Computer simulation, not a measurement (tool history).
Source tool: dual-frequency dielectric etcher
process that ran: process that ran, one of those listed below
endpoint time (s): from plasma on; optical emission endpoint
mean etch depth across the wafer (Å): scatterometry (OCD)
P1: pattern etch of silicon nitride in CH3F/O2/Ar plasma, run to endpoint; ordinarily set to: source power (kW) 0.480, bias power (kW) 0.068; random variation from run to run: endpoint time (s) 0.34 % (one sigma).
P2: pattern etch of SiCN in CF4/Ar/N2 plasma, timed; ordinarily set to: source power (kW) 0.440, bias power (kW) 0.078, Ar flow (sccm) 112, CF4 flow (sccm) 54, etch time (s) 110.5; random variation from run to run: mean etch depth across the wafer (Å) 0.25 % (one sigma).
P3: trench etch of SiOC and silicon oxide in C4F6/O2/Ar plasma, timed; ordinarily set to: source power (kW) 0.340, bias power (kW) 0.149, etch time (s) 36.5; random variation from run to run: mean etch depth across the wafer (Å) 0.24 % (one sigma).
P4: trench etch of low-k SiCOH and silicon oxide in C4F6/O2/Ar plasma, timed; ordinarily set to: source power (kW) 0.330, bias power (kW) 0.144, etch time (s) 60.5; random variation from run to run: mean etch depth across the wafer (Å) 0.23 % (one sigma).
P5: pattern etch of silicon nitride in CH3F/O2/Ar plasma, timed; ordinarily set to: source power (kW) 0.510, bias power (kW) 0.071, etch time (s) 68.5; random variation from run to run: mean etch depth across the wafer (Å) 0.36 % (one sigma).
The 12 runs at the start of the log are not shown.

run   hour  process that ran  source power (kW)  bias power (kW)  etch time (s)  Ar flow (sccm)  CF4 flow (sccm)  endpoint time (s)  mean etch depth across the wafer (Å)
 13  150.7                P1              0.480            0.068                                                             54.012
 14  161.8                P3              0.340            0.149           36.5                                                                                    629.82
 15  170.9                P2              0.440            0.078          149.0             112               54                                                  1208.40
 16  178.6                P5              0.510            0.071           92.5                                                                                    706.26
 17  191.8                P1              0.480            0.093                                                             48.678
 18  199.0                P5              0.510            0.071           68.5                                                                                    520.22
 19  209.2                P4              0.330            0.144           60.5                                                                                   1691.80
 20  223.7                P1              0.480            0.041                                                             63.481
 21  235.5                P2              0.440            0.078          110.5             112               34                                                   835.50
 22  250.5                P1              0.480            0.068                                                             54.296
 23  258.7                P2              0.440            0.078          110.5             112               54                                                   896.25
 24  269.8                P1              0.480            0.068                                                             54.313
 25  282.0                P5              0.650            0.071           68.5                                                                                    571.16
 26  290.2                P4              0.330            0.186           60.5                                                                                   1837.00
 27  300.2                P5              0.510            0.100           68.5                                                                                    587.64
 28  313.9                P2              0.440            0.078          110.5             146               54                                                   858.45
 29  323.0                P1              0.480            0.068                                                             53.934
 30  331.6                P1              0.590            0.054                                                             54.138
 31  338.6                P2              0.610            0.078          110.5             112               54                                                  1194.70
 32  348.6                P4              0.450            0.144           60.5                                                                                   1909.60
 33  356.9                P1              0.380            0.052                                                             64.658
 34  368.3                P1              0.480            0.068                                                             54.418

Estimate the outcome of run 35 from the log above:
 35  375.7                P1              0.480            0.068                                                                  ?

Run 35 produced endpoint time (s) 54.462.
